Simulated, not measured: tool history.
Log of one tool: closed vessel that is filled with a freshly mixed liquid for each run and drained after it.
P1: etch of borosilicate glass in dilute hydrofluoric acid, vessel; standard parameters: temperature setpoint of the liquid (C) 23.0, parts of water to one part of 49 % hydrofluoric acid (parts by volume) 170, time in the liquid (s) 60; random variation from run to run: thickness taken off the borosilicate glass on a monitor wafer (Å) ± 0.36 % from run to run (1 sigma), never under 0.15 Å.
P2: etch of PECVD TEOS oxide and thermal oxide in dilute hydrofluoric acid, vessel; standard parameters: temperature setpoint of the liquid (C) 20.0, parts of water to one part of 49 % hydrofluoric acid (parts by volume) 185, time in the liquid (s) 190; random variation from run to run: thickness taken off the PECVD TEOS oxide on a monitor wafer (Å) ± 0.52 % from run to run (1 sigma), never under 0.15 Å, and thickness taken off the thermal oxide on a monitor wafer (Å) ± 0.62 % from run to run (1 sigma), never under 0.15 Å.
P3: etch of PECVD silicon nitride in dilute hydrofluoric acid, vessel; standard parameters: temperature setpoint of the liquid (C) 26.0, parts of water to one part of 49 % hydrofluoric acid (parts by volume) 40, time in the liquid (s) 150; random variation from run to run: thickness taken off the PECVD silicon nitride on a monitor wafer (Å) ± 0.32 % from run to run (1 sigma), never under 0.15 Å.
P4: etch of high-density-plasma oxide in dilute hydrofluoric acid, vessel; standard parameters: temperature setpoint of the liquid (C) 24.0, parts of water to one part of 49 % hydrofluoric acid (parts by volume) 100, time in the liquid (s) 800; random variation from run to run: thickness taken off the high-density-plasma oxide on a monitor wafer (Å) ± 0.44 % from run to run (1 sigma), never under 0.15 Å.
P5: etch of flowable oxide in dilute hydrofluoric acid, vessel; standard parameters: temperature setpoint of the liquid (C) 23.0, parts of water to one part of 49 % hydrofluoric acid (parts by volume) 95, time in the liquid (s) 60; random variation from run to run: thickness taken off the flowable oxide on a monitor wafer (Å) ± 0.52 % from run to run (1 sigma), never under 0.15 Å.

run	hour	process that ran	temperature setpoint of the liquid (C)	parts of water to one part of 49 % hydrofluoric acid (parts by volume)	time in the liquid (s)	hours since the thermometer was replaced	hours since the hydrofluoric acid flow meter was replaced	thickness taken off the borosilicate glass on a monitor wafer (Å)	thickness taken off the PECVD TEOS oxide on a monitor wafer (Å)	thickness taken off the thermal oxide on a monitor wafer (Å)	thickness taken off the high-density-plasma oxide on a monitor wafer (Å)	thickness taken off the flowable oxide on a monitor wafer (Å)	thickness taken off the PECVD silicon nitride on a monitor wafer (Å)
1	5.3	P1	23.0	170	60	288.5	161.9	174.850					
2	8.9	P1	23.0	170	30	292.1	165.5	87.704					
3	13.1	P2	27.0	185	190	296.3	169.7		86.396	49.274			
4	17.0	P1	23.0	170	60	300.2	173.6	174.260					
5	21.7	P1	28.5	170	60	304.9	178.3	213.870					
6	24.7	P1	23.0	240	110	307.9	181.3	211.140					
7	27.6	P1	23.0	170	60	310.8	184.2	174.460					
8	31.9	P4	31.0	100	800	315.1	188.5				552.06		
9	35.9	P2	20.0	185	345	319.1	192.5		119.970	68.348			
10	39.8	P4	24.0	160	800	323.0	196.4				247.04		
# hour 40.2: thermometer replaced
11	42.5	P5	31.0	95	60	2.3	199.1					488.89	
12	45.8	P1	23.0	170	110	5.6	202.4	322.900					
13	50.6	P4	24.0	100	355	10.4	207.2				188.21		
14	53.9	P1	30.5	170	30	13.7	210.5	114.920					
15	57.8	P1	23.0	170	60	17.6	214.4	175.840					
16	63.4	P5	23.0	95	60	23.2	220.0					360.31	
17	69.1	P1	23.0	170	60	28.9	225.7	174.810					
18	74.5	P4	24.0	100	800	34.3	231.1				420.78		
19	79.6	P3	26.0	40	150	39.4	236.2						72.149
20	85.2	P5	23.0	25	60	45.0	241.8					1481.30	
21	90.9	P5	23.0	95	30	50.7	247.5					178.62	
22	94.1	P4	24.0	100	800	53.9	250.7				423.07		
23	97.6	P1	23.0	170	60	57.4	254.2	174.510					
24	100.7	P2	20.0	75	190	60.5	257.3		185.580	104.940			
25	105.7	P1	19.0	170	60	65.5	262.3	149.830					
26	108.6	P3	26.0	60	150	68.4	265.2						48.392
27	111.2	P1	23.0	290	60	71.0	267.8	90.720					
28	116.4	P3	26.0	40	225	76.2	273.0						107.650
29	119.7	P2	20.0	185	190	79.5	276.3		66.222	36.926			
30	123.8	P5	23.0	95	60	83.6	280.4					359.13	
31	126.6	P1	23.0	170	60	86.4	283.2	176.120					
32	131.3	P1	23.0	70	60	91.1	287.9	480.090					
33	135.5	P3	20.5	40	150	95.3	292.1						49.919
34	139.7	P1	23.0	170	60	99.5	296.3	175.790					
35	142.2	P1	23.0	170	60	102.0	298.8	178.030					
36	146.9	P1	23.0	170	60	106.7	303.5	182.030					
37	152.4	P1	23.0	170	60	112.2	309.0	184.140					
38	157.8	P1	23.0	170	60	117.6	314.4	184.580					
39	163.4	P1	23.0	170	60	123.2	320.0	184.250					
40	166.3	P1	23.0	170	60	126.1	322.9	185.980					
41	169.1	P1	23.0	170	60	128.9	325.7	185.680					
42	172.0	P1	23.0	170	60	131.8	328.6	186.000					

The log shows P1 creeping away from where it was. Any of the 2 causes listed here, at the size stated for it, fits the log just as well as the others:
A: liquid hotter than its thermometer reads (K) = 1.53
B: hydrofluoric acid flow above the setpoint (%) = 4.99
The process output started creeping at around hour 139.7.

Listed below are the offered check runs, one wafer per run, with question marks in place of results. For which of them would the causes give clearly different outcomes?
check 1	174.9	P2	20.0	90	190				?	?			
check 2	174.9	P3	22.0	40	210								?
check 3	174.9	P4	28.0	100	800						?		
check 4	174.9	P5	26.5	95	30							?	

Expected result of each check under each candidate cause:
check	result	if A	if B
check 1	thickness taken off the PECVD TEOS oxide on a monitor wafer (Å)	161.840	160.350
check 1	thickness taken off the thermal oxide on a monitor wafer (Å)	91.080	90.242
check 2	thickness taken off the PECVD silicon nitride on a monitor wafer (Å)	85.216	80.464
check 3	thickness taken off the high-density-plasma oxide on a monitor wafer (Å)	522.62	521.09
check 4	thickness taken off the flowable oxide on a monitor wafer (Å)	218.13	217.18
Gap, in per cent, between the two causes that each check separates least, read from the result that separates them most: check 1 0.92 %; check 2 5.74 %; check 3 0.29 %; check 4 0.44 %
Check 2 tells the causes apart: in the others they would give nearly the same result.

Then check 2 was run and gave: thickness taken off the PECVD silicon nitride on a monitor wafer (Å) 80.511. Which cause is it?

It is B: hydrofluoric acid flow above the setpoint (%).
